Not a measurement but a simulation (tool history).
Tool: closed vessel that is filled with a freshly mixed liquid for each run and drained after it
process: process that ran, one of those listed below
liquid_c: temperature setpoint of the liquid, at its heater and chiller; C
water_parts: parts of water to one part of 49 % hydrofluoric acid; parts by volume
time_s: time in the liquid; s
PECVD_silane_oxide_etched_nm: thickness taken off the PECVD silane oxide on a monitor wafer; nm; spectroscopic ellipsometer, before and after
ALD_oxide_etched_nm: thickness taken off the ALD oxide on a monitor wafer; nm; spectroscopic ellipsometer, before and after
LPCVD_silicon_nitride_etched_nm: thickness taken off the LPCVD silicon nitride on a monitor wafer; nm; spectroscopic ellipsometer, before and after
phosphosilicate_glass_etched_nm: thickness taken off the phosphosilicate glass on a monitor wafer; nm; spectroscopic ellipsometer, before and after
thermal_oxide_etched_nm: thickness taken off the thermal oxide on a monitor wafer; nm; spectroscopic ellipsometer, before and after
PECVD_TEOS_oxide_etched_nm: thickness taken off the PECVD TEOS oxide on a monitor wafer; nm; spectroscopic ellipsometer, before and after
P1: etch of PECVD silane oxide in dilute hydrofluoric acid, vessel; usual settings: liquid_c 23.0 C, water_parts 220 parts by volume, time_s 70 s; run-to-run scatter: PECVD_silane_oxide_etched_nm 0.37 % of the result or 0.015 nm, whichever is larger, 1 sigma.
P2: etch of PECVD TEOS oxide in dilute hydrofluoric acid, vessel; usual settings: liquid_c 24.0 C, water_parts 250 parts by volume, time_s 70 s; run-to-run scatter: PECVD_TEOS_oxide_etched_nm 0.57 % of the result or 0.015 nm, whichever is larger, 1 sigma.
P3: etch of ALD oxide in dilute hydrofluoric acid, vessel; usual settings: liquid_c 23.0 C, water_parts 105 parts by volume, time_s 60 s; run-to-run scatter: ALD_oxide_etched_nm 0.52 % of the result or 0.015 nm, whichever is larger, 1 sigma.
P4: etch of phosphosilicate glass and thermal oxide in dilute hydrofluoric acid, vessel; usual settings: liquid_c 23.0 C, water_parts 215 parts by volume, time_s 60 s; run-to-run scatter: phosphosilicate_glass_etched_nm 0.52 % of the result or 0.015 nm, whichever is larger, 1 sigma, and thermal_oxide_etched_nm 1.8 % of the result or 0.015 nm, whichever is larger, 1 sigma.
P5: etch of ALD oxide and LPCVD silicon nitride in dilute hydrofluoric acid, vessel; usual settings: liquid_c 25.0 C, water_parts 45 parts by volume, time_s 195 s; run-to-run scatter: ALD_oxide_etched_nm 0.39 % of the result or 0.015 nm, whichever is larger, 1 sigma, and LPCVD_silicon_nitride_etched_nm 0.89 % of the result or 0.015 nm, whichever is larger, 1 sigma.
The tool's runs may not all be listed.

run     day  process  liquid_c  water_parts  time_s  hours since the thermometer was replaced  hours since the hydrofluoric acid flow meter was replaced  PECVD_silane_oxide_etched_nm  ALD_oxide_etched_nm  LPCVD_silicon_nitride_etched_nm  phosphosilicate_glass_etched_nm  thermal_oxide_etched_nm  PECVD_TEOS_oxide_etched_nm
  1   0.767       P1      23.0          220      70                                     719.3                                                      482.5                        9.5349
  2   1.204       P1      23.0          220      70                                     729.8                                                      493.0                        9.5613
  3   1.933       P5      25.0           45     195                                     747.3                                                      510.5                                            48.4420                          2.45660
  4   2.296       P3      23.0          185      60                                     756.0                                                      519.2                                             4.2971
  5   2.804       P4      23.0          215      95                                     768.2                                                      531.4                                                                                                               71.510                  1.87170
  6   3.554       P1      23.0          365      70                                     786.2                                                      549.4                        4.9949
  7   4.067       P5      17.0           45     195                                     798.5                                                      561.7                                            34.7630                          1.40630
  8   4.746       P2      24.0          250      70                                     814.8                                                      578.0                                                                                                                                                                    4.5328
  9   5.283       P4      23.0          215      60                                     827.7                                                      590.9                                                                                                               44.785                  1.12840
 10   5.654       P1      23.0          220      70                                     836.6                                                      599.8                        9.5240
 11   6.054       P1      23.0          220     115                                     846.2                                                      609.4                       15.6700
 12   6.650       P2      24.0          340      70                                     860.5                                                      623.7                                                                                                                                                                    3.0542
 13   7.204       P5      25.0           45      70                                     873.8                                                      637.0                                            17.4630                          0.86624
 14   7.938       P1      23.0          220      30                                     891.4                                                      654.6                        4.0771
 15   8.588       P1      19.0          220      70                                     907.0                                                      670.2                        8.2719
 16   8.996       P4      23.0          355      60                                     916.8                                                      680.0                                                                                                               23.695                  0.60951
 17   9.600       P1      23.0          220      70                                     931.3                                                      694.5                        9.5408
 18  10.100       P3      17.0          105      60                                     943.3                                                      706.5                                             6.4556
 19  10.642       P1      27.0          220      70                                     956.3                                                      719.5                       10.9670
 20  11.312       P1      23.0          220      70                                     972.4                                                      735.6                        9.4990
 21  11.738       P1      23.0          220      70                                     982.6                                                      745.8                        9.5111
 22  12.446       P3      23.0          105      30                                     999.6                                                      762.8                                             4.1804
 23  12.900       P2      28.5          250      70                                    1010.5                                                      773.7                                                                                                                                                                    5.2507
 24  13.512       P1      23.0          115      30                                    1025.2                                                      788.4                        8.7354
 25  14.150       P5      25.0           60     195                                    1040.5                                                      803.7                                            35.6540                          1.82720
 26  14.721       P1      31.0          220     105                                    1054.2                                                      817.4                       18.9740
 27  15.250       P4      28.5          215      60                                    1066.9                                                      830.1                                                                                                               54.876                  1.40360
 28  15.738       P1      23.0          130      70                                    1078.6                                                      841.8                       17.7520
 29  16.354       P2      24.0          250     105                                    1093.4                                                      856.6                                                                                                                                                                    6.8165
 30  16.975       P3      23.0          105      60                                    1108.3                                                      871.5                                             8.3210
 31  17.362       P1      18.5          220     115                                    1117.6                                                      880.8                       13.1470
 32  17.958       P2      24.0          250      70                                    1131.9                                                      895.1                                                                                                                                                                    4.5567
 33  18.675       P1      23.0          220      70                                    1149.1                                                      912.3                        9.5268
 34  19.371       P1      23.0          220      70                                    1165.8                                                      929.0                        9.9103
 35  19.792       P1      23.0          220      70                                    1175.9                                                      939.1                       10.1480
 36  20.200       P1      23.0          220      70                                    1185.7                                                      948.9                       10.2530
 37  20.696       P1      23.0          220      70                                    1197.6                                                      960.8                       10.2150
 38  21.271       P1      23.0          220      70                                    1211.4                                                      974.6                       10.3320
 39  21.817       P1      23.0          220      70                                    1224.5                                                      987.7                       10.3480

What P1 gives has crept away from where it was. These 2 causes fit the log equally well, each at the size given:
A: hydrofluoric acid flow above the setpoint (%) = 6.29
B: liquid hotter than its thermometer reads (K) = 2.05
The creep began at about day 18.675.

4 check runs are offered, one wafer each, their results left as question marks. Which one tells the causes apart?
check 1  22.362       P5      25.0           45     195                                                                                                                                                       ?                                ?
check 2  22.362       P3      23.0          105      60                                                                                                                                                       ?
check 3  22.362       P2      24.0          250      70                                                                                                                                                                                                                                                                              ?
check 4  22.362       P4      23.0          215      60                                                                                                                                                                                                                         ?                        ?

What each check would give under each cause:
  check                           result     if A     if B
check 1              ALD_oxide_etched_nm  51.8330  52.8170
check 1  LPCVD_silicon_nitride_etched_nm  2.59230  2.79980
check 2              ALD_oxide_etched_nm   8.8582   8.9697
check 3       PECVD_TEOS_oxide_etched_nm   4.9087   4.8907
check 4  phosphosilicate_glass_etched_nm   48.661   48.699
check 4          thermal_oxide_etched_nm  1.23690  1.23790
How far apart the two closest causes lie, in the result that separates them most: check 1 7.7 %; check 2 1.25 %; check 3 0.37 %; check 4 0.08 %
Only check 1 tells the causes apart: in the others they would give nearly the same result.

Check 1 was then run and gave: ALD_oxide_etched_nm 52.6870 nm; LPCVD_silicon_nitride_etched_nm 2.80770 nm. Which cause is it?

It is B: liquid hotter than its thermometer reads (K).
